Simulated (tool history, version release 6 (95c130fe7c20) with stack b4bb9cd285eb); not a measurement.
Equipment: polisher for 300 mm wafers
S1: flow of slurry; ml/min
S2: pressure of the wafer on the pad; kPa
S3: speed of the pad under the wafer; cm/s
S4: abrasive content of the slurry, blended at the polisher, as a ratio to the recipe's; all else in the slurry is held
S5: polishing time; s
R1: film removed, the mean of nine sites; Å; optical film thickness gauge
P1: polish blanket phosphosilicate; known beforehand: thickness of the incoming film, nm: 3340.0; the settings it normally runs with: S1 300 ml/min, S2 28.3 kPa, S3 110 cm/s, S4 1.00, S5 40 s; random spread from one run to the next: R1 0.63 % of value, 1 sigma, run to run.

run	hour	S1	S2	S3	S4	S5	R1
1	4.8	300	28.3	110	1.00	40	5298.0
2	8.2	300	28.3	110	1.00	40	5313.4
3	13.1	180	28.3	110	1.00	40	5010.5
4	18.4	300	28.3	110	1.00	56	7446.3
5	23.6	300	28.3	110	1.00	18	2391.4
# hour 25.9: slurry nozzle cleaned
6	27.8	300	28.3	66	1.00	40	3549.2
7	31.7	300	28.3	110	1.00	40	5360.4
8	34.6	300	40.7	110	1.00	40	7631.9
9	39.2	300	28.3	110	0.55	40	3909.1
10	42.1	300	16.5	110	1.00	40	3078.3
# hour 45.1: slurry blender recalibrated
11	46.2	225	28.3	166	1.00	40	7189.6
12	51.7	300	28.3	110	1.00	40	5400.4
13	55.3	300	28.3	140	1.00	40	6492.3
14	59.7	300	28.3	110	1.30	40	5973.2
15	64.0	410	28.3	110	1.00	40	5403.9

Estimate the outcome of run 16 from the log above:
16	67.3	300	28.3	152	1.35	40	?

Run 16 came out at R1 7875.7 Å.
